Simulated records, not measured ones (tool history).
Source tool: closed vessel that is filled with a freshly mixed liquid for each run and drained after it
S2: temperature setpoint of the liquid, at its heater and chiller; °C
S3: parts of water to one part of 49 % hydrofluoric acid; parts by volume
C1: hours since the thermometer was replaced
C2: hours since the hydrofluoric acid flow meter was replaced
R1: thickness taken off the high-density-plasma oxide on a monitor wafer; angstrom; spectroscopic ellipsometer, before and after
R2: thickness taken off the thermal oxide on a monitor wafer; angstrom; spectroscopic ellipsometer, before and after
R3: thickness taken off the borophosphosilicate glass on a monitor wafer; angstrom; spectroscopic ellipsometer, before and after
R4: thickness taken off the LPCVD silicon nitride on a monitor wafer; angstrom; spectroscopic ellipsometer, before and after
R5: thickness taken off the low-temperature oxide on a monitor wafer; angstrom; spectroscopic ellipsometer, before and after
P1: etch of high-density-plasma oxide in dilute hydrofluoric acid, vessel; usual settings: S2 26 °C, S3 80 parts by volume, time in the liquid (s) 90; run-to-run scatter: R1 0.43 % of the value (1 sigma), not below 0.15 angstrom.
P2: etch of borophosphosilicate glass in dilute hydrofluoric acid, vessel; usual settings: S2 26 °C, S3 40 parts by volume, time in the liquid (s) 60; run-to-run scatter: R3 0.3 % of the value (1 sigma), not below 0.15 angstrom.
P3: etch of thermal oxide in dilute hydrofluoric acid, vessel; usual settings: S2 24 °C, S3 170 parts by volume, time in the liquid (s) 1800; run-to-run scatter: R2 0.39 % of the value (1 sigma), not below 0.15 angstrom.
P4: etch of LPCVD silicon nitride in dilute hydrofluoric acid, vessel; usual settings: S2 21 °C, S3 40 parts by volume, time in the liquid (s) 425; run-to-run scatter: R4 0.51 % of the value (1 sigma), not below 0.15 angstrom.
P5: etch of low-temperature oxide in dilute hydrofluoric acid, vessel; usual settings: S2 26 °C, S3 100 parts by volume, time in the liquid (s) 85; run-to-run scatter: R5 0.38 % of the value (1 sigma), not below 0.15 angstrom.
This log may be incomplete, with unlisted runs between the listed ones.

{"run": 1, "day": 0.621, "process that ran": "P1", "S2": 26, "S3": 80, "time in the liquid (s)": 90, "C1": 514.5, "C2": 1088.9, "R1": 63.391}
{"run": 2, "day": 1.142, "process that ran": "P3", "S2": 24, "S3": 170, "time in the liquid (s)": 30, "C1": 527, "C2": 1101.4, "R2": 7.5341}
{"run": 3, "day": 1.462, "process that ran": "P1", "S2": 26, "S3": 80, "time in the liquid (s)": 90, "C1": 534.7, "C2": 1109.1, "R1": 63.242}
{"run": 4, "day": 1.842, "process that ran": "P2", "S2": 26, "S3": 55, "time in the liquid (s)": 60, "C1": 543.8, "C2": 1118.2, "R3": 350.64}
{"run": 5, "day": 2.171, "process that ran": "P2", "S2": 26, "S3": 40, "time in the liquid (s)": 30, "C1": 551.7, "C2": 1126.1, "R3": 246.4}
{"run": 6, "day": 2.858, "process that ran": "P4", "S2": 21, "S3": 40, "time in the liquid (s)": 425, "C1": 568.2, "C2": 1142.6, "R4": 43.47}
{"run": 7, "day": 3.408, "process that ran": "P1", "S2": 26, "S3": 80, "time in the liquid (s)": 90, "C1": 581.4, "C2": 1155.8, "R1": 63.865}
{"run": 8, "day": 3.983, "process that ran": "P2", "S2": 26, "S3": 40, "time in the liquid (s)": 60, "C1": 595.2, "C2": 1169.6, "R3": 494.11}
{"run": 9, "day": 4.283, "process that ran": "P3", "S2": 24, "S3": 290, "time in the liquid (s)": 1800, "C1": 602.4, "C2": 1176.8, "R2": 232.58}
{"run": 10, "day": 4.629, "process that ran": "P5", "S2": 26, "S3": 100, "time in the liquid (s)": 85, "C1": 610.7, "C2": 1185.1, "R5": 296.44}
{"run": 11, "day": 4.975, "process that ran": "P4", "S2": 21, "S3": 20, "time in the liquid (s)": 425, "C1": 619, "C2": 1193.4, "R4": 84.724}
{"run": 12, "day": 5.558, "process that ran": "P1", "S2": 26, "S3": 80, "time in the liquid (s)": 30, "C1": 633, "C2": 1207.4, "R1": 21.25}
{"run": 13, "day": 6.138, "process that ran": "P5", "S2": 26, "S3": 25, "time in the liquid (s)": 85, "C1": 646.9, "C2": 1221.3, "R5": 1313.1}
{"run": 14, "day": 6.567, "process that ran": "P1", "S2": 19, "S3": 80, "time in the liquid (s)": 90, "C1": 657.2, "C2": 1231.6, "R1": 47.712}
{"run": 15, "day": 6.962, "process that ran": "P2", "S2": 22.5, "S3": 40, "time in the liquid (s)": 60, "C1": 666.7, "C2": 1241.1, "R3": 428.21}
{"run": 16, "day": 7.471, "process that ran": "P1", "S2": 26, "S3": 80, "time in the liquid (s)": 90, "C1": 678.9, "C2": 1253.3, "R1": 63.657}
{"run": 17, "day": 8.071, "process that ran": "P1", "S2": 26, "S3": 30, "time in the liquid (s)": 90, "C1": 693.3, "C2": 1267.7, "R1": 179.88}
{"run": 18, "day": 8.621, "process that ran": "P4", "S2": 21, "S3": 40, "time in the liquid (s)": 425, "C1": 706.5, "C2": 1280.9, "R4": 43.573}
{"run": 19, "day": 8.942, "process that ran": "P2", "S2": 26, "S3": 40, "time in the liquid (s)": 60, "C1": 714.2, "C2": 1288.6, "R3": 493.24}
{"run": 20, "day": 9.258, "process that ran": "P4", "S2": 21, "S3": 40, "time in the liquid (s)": 725, "C1": 721.8, "C2": 1296.2, "R4": 74.592}
{"run": 21, "day": 9.717, "process that ran": "P3", "S2": 32, "S3": 170, "time in the liquid (s)": 1800, "C1": 732.8, "C2": 1307.2, "R2": 606.11}
{"run": 22, "day": 10.067, "process that ran": "P1", "S2": 31, "S3": 80, "time in the liquid (s)": 155, "C1": 741.2, "C2": 1315.6, "R1": 131.44}
{"run": 23, "day": 10.412, "process that ran": "P5", "S2": 26, "S3": 100, "time in the liquid (s)": 30, "C1": 749.5, "C2": 1323.9, "R5": 104.56}
{"run": 24, "day": 11.025, "process that ran": "P3", "S2": 24, "S3": 170, "time in the liquid (s)": 1800, "C1": 764.2, "C2": 1338.6, "R2": 450.06}
{"run": 25, "day": 11.638, "process that ran": "P1", "S2": 26, "S3": 120, "time in the liquid (s)": 90, "C1": 778.9, "C2": 1353.3, "R1": 40.181}
{"run": 26, "day": 11.954, "process that ran": "P1", "S2": 26, "S3": 80, "time in the liquid (s)": 90, "C1": 786.5, "C2": 1360.9, "R1": 62.868}
{"run": 27, "day": 12.296, "process that ran": "P1", "S2": 26, "S3": 80, "time in the liquid (s)": 150, "C1": 794.7, "C2": 1369.1, "R1": 105.83}
{"run": 28, "day": 12.7, "process that ran": "P1", "S2": 31, "S3": 80, "time in the liquid (s)": 90, "C1": 804.4, "C2": 1378.8, "R1": 76.839}
{"run": 29, "day": 13.038, "process that ran": "P4", "S2": 17, "S3": 40, "time in the liquid (s)": 425, "C1": 812.5, "C2": 1386.9, "R4": 33.478}
{"run": 30, "day": 13.667, "process that ran": "P1", "S2": 26, "S3": 80, "time in the liquid (s)": 90, "C1": 827.6, "C2": 1402, "R1": 63.155}
{"run": 31, "day": 14.0, "process that ran": "P5", "S2": 31.5, "S3": 100, "time in the liquid (s)": 85, "C1": 835.6, "C2": 1410, "R5": 363.72}
{"run": 32, "day": 14.658, "process that ran": "P1", "S2": 26, "S3": 80, "time in the liquid (s)": 90, "C1": 851.4, "C2": 1425.8, "R1": 62.801}
{"run": 33, "day": 15.121, "process that ran": "P1", "S2": 26, "S3": 80, "time in the liquid (s)": 90, "C1": 862.5, "C2": 1436.9, "R1": 61.042}
{"run": 34, "day": 15.567, "process that ran": "P1", "S2": 26, "S3": 80, "time in the liquid (s)": 90, "C1": 873.2, "C2": 1447.6, "R1": 60.313}
{"run": 35, "day": 16.242, "process that ran": "P1", "S2": 26, "S3": 80, "time in the liquid (s)": 90, "C1": 889.4, "C2": 1463.8, "R1": 59.487}
{"run": 36, "day": 16.725, "process that ran": "P1", "S2": 26, "S3": 80, "time in the liquid (s)": 90, "C1": 901, "C2": 1475.4, "R1": 59.098}
{"run": 37, "day": 17.212, "process that ran": "P1", "S2": 26, "S3": 80, "time in the liquid (s)": 90, "C1": 912.7, "C2": 1487.1, "R1": 58.576}
{"run": 38, "day": 17.8, "process that ran": "P1", "S2": 26, "S3": 80, "time in the liquid (s)": 90, "C1": 926.8, "C2": 1501.2, "R1": 59.151}
{"run": 39, "day": 18.325, "process that ran": "P1", "S2": 26, "S3": 80, "time in the liquid (s)": 90, "C1": 939.4, "C2": 1513.8, "R1": 58.504}

What will run 40 give?
{"run": 40, "day": 18.683, "process that ran": "P1", "S2": 26, "S3": 80, "time in the liquid (s)": 90, "C1": 948, "C2": 1522.4, "R1": "?"}

Logged for run 40: R1 58.533 angstrom.
